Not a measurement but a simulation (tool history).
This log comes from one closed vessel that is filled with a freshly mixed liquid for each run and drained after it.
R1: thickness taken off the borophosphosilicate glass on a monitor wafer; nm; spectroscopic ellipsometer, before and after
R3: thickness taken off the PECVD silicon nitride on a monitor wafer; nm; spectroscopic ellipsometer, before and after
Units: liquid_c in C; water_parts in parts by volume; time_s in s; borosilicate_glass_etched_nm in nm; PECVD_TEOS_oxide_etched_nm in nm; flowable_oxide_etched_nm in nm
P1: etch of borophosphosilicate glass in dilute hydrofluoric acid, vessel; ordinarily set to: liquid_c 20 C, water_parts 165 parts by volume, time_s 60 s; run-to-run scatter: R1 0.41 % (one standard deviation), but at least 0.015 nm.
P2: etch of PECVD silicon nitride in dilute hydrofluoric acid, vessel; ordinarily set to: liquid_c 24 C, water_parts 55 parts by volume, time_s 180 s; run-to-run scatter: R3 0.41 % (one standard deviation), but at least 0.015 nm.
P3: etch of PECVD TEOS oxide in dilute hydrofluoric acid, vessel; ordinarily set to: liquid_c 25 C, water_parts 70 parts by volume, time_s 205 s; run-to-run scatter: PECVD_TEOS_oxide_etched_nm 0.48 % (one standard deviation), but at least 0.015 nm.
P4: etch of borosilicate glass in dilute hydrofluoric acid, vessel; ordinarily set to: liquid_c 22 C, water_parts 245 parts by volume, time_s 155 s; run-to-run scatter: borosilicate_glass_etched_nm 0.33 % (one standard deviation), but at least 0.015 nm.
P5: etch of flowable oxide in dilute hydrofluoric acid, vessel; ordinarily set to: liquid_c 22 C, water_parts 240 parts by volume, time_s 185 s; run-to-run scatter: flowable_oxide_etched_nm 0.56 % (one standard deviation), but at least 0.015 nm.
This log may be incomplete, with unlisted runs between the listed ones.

{"run": 1, "hour": 6.3, "process": "P1", "liquid_c": 20, "water_parts": 165, "time_s": 60, "R1": 13.188}
{"run": 2, "hour": 13.0, "process": "P4", "liquid_c": 17, "water_parts": 245, "time_s": 155, "borosilicate_glass_etched_nm": 15.198}
{"run": 3, "hour": 16.7, "process": "P1", "liquid_c": 20, "water_parts": 165, "time_s": 30, "R1": 6.5346}
{"run": 4, "hour": 23.5, "process": "P1", "liquid_c": 20, "water_parts": 275, "time_s": 60, "R1": 7.0761}
{"run": 5, "hour": 28.8, "process": "P4", "liquid_c": 22, "water_parts": 340, "time_s": 155, "borosilicate_glass_etched_nm": 12.081}
{"run": 6, "hour": 36.6, "process": "P2", "liquid_c": 24, "water_parts": 20, "time_s": 180, "R3": 26.194}
{"run": 7, "hour": 42.8, "process": "P2", "liquid_c": 24, "water_parts": 55, "time_s": 350, "R3": 18.909}
{"run": 8, "hour": 50.3, "process": "P1", "liquid_c": 20, "water_parts": 165, "time_s": 60, "R1": 13.06}
{"run": 9, "hour": 53.9, "process": "P4", "liquid_c": 22, "water_parts": 245, "time_s": 155, "borosilicate_glass_etched_nm": 18.294}
{"run": 10, "hour": 61.3, "process": "P1", "liquid_c": 24, "water_parts": 165, "time_s": 60, "R1": 15.293}
{"run": 11, "hour": 65.9, "process": "P1", "liquid_c": 17, "water_parts": 165, "time_s": 60, "R1": 11.485}
{"run": 12, "hour": 72.5, "process": "P3", "liquid_c": 25, "water_parts": 70, "time_s": 345, "PECVD_TEOS_oxide_etched_nm": 47.08}
{"run": 13, "hour": 80.4, "process": "P1", "liquid_c": 20, "water_parts": 165, "time_s": 60, "R1": 13.019}
{"run": 14, "hour": 88.6, "process": "P2", "liquid_c": 31, "water_parts": 55, "time_s": 180, "R3": 15.357}
{"run": 15, "hour": 93.3, "process": "P2", "liquid_c": 24, "water_parts": 55, "time_s": 180, "R3": 9.7349}
{"run": 16, "hour": 99.3, "process": "P3", "liquid_c": 32, "water_parts": 70, "time_s": 205, "PECVD_TEOS_oxide_etched_nm": 36.956}
{"run": 17, "hour": 104.4, "process": "P5", "liquid_c": 22, "water_parts": 95, "time_s": 185, "flowable_oxide_etched_nm": 96.413}
{"run": 18, "hour": 111.2, "process": "P1", "liquid_c": 20, "water_parts": 165, "time_s": 60, "R1": 13.073}
{"run": 19, "hour": 116.4, "process": "P1", "liquid_c": 20, "water_parts": 165, "time_s": 60, "R1": 13.064}
{"run": 20, "hour": 120.7, "process": "P1", "liquid_c": 20, "water_parts": 270, "time_s": 115, "R1": 13.832}
{"run": 21, "hour": 124.4, "process": "P5", "liquid_c": 22, "water_parts": 240, "time_s": 30, "flowable_oxide_etched_nm": 5.3604}
{"run": 22, "hour": 132.1, "process": "P1", "liquid_c": 20, "water_parts": 165, "time_s": 100, "R1": 21.766}
{"run": 23, "hour": 138.8, "process": "P4", "liquid_c": 22, "water_parts": 245, "time_s": 155, "borosilicate_glass_etched_nm": 18.276}
{"run": 24, "hour": 144.1, "process": "P5", "liquid_c": 22, "water_parts": 240, "time_s": 185, "flowable_oxide_etched_nm": 32.719}
{"run": 25, "hour": 149.9, "process": "P1", "liquid_c": 20, "water_parts": 165, "time_s": 60, "R1": 13.021}

Run 26, settings as shown, results not yet in. Your forecast:
{"run": 26, "hour": 154.0, "process": "P4", "liquid_c": 22, "water_parts": 245, "time_s": 30, "borosilicate_glass_etched_nm": "?"}

Logged for run 26: borosilicate_glass_etched_nm 3.5549 nm.
